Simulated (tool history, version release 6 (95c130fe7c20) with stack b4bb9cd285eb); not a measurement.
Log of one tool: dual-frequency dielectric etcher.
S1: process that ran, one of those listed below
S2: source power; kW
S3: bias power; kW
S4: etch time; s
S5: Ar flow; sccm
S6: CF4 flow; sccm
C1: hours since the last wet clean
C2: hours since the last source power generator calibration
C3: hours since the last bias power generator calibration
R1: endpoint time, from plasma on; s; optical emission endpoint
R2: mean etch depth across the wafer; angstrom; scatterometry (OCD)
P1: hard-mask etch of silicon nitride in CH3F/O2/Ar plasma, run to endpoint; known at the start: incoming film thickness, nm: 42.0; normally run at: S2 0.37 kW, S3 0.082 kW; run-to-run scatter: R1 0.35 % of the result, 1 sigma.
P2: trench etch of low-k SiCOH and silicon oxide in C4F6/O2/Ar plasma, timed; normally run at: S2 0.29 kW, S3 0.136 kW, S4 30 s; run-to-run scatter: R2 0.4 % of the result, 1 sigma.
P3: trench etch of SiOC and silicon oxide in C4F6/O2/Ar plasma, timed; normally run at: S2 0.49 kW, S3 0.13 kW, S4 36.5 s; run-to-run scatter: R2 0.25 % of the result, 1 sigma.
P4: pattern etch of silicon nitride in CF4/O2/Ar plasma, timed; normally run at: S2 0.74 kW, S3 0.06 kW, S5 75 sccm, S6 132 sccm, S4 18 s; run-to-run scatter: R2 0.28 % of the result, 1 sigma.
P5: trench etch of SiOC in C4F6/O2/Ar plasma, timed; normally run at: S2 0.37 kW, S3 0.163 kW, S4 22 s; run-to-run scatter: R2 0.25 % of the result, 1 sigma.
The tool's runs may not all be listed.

Run 1, day 0.317: S1 P1, S2 0.37 kW, S3 0.082 kW; C1 98.9; C2 822.5; C3 541.3. Result: R1 58.815 s.
Run 2, day 0.812: S1 P2, S2 0.29 kW, S3 0.136 kW, S4 30 s; C1 110.8; C2 834.4; C3 553.2. Result: R2 743.75 angstrom.
Run 3, day 1.242: S1 P4, S2 0.74 kW, S3 0.06 kW, S4 26 s, S5 75 sccm, S6 132 sccm; C1 121.1; C2 844.7; C3 563.5. Result: R2 772.18 angstrom.
Run 4, day 1.646: S1 P1, S2 0.26 kW, S3 0.082 kW; C1 130.8; C2 854.4; C3 573.2. Result: R1 67.289 s.
At day 1.817: wet clean of the chamber.
Run 5, day 1.967: S1 P4, S2 0.74 kW, S3 0.06 kW, S4 18 s, S5 75 sccm, S6 132 sccm; C1 3.7; C2 862.1; C3 580.9. Result: R2 535.44 angstrom.
Run 6, day 2.304: S1 P2, S2 0.29 kW, S3 0.136 kW, S4 30 s; C1 11.8; C2 870.2; C3 589. Result: R2 751.65 angstrom.
Run 7, day 2.871: S1 P5, S2 0.45 kW, S3 0.163 kW, S4 22 s; C1 25.4; C2 883.8; C3 602.6. Result: R2 446.67 angstrom.
Run 8, day 3.442: S1 P4, S2 0.48 kW, S3 0.06 kW, S4 18 s, S5 75 sccm, S6 132 sccm; C1 39.1; C2 897.5; C3 616.3. Result: R2 365.61 angstrom.
Run 9, day 4.017: S1 P4, S2 0.74 kW, S3 0.075 kW, S4 18 s, S5 75 sccm, S6 132 sccm; C1 52.9; C2 911.3; C3 630.1. Result: R2 580.06 angstrom.
Run 10, day 4.388: S1 P4, S2 0.74 kW, S3 0.06 kW, S4 18 s, S5 75 sccm, S6 98 sccm; C1 61.8; C2 920.2; C3 639. Result: R2 519.05 angstrom.
Run 11, day 4.683: S1 P1, S2 0.37 kW, S3 0.101 kW; C1 68.9; C2 927.3; C3 646.1. Result: R1 54.396 s.
Run 12, day 5.242: S1 P5, S2 0.37 kW, S3 0.163 kW, S4 32 s; C1 82.3; C2 940.7; C3 659.5. Result: R2 603.39 angstrom.
Run 13, day 5.708: S1 P3, S2 0.33 kW, S3 0.13 kW, S4 36.5 s; C1 93.5; C2 951.9; C3 670.7. Result: R2 611.52 angstrom.
Run 14, day 6.021: S1 P1, S2 0.37 kW, S3 0.082 kW; C1 101; C2 959.4; C3 678.2. Result: R1 58.959 s.
Run 15, day 6.358: S1 P1, S2 0.37 kW, S3 0.082 kW; C1 109.1; C2 967.5; C3 686.3. Result: R1 58.924 s.
Run 16, day 6.929: S1 P1, S2 0.52 kW, S3 0.082 kW; C1 122.8; C2 981.2; C3 700. Result: R1 52.042 s.
Run 17, day 7.454: S1 P3, S2 0.49 kW, S3 0.172 kW, S4 36.5 s; C1 135.4; C2 993.8; C3 712.6. Result: R2 775.19 angstrom.
Run 18, day 7.754: S1 P2, S2 0.39 kW, S3 0.136 kW, S4 30 s; C1 142.6; C2 1001; C3 719.8. Result: R2 848.58 angstrom.
Run 19, day 8.225: S1 P5, S2 0.37 kW, S3 0.096 kW, S4 22 s; C1 153.9; C2 1012.3; C3 731.1. Result: R2 354.78 angstrom.
Run 20, day 8.625: S1 P3, S2 0.49 kW, S3 0.13 kW, S4 49 s; C1 163.5; C2 1021.9; C3 740.7. Result: R2 959.07 angstrom.
Run 21, day 8.946: S1 P4, S2 0.74 kW, S3 0.06 kW, S4 18 s, S5 55 sccm, S6 132 sccm; C1 171.2; C2 1029.6; C3 748.4. Result: R2 550.23 angstrom.
At day 9.071: bias power generator calibrated.
Run 22, day 9.358: S1 P1, S2 0.37 kW, S3 0.06 kW; C1 181.1; C2 1039.5; C3 6.9. Result: R1 65.397 s.
Run 23, day 9.9: S1 P1, S2 0.25 kW, S3 0.113 kW; C1 194.1; C2 1052.5; C3 19.9. Result: R1 60.83 s.
Run 24, day 10.246: S1 P2, S2 0.29 kW, S3 0.136 kW, S4 18.5 s; C1 202.4; C2 1060.8; C3 28.2. Result: R2 462.43 angstrom.
Run 25, day 10.679: S1 P2, S2 0.29 kW, S3 0.186 kW, S4 30 s; C1 212.8; C2 1071.2; C3 38.6. Result: R2 832.98 angstrom.
Run 26, day 11.188: S1 P5, S2 0.37 kW, S3 0.163 kW, S4 22 s; C1 225; C2 1083.4; C3 50.8. Result: R2 415.48 angstrom.
Run 27, day 11.638: S1 P3, S2 0.49 kW, S3 0.13 kW, S4 36.5 s; C1 235.8; C2 1094.2; C3 61.6. Result: R2 717.83 angstrom.
Run 28, day 11.983: S1 P1, S2 0.37 kW, S3 0.082 kW; C1 244.1; C2 1102.5; C3 69.9. Result: R1 59.037 s.
Run 29, day 12.562: S1 P1, S2 0.37 kW, S3 0.082 kW; C1 258; C2 1116.4; C3 83.8. Result: R1 58.6 s.

Forecast run 30:
Run 30, day 13.142: S1 P1, S2 0.37 kW, S3 0.082 kW; C1 271.9; C2 1130.3; C3 97.7. Result: R1 ?.

R1: 58.951 s
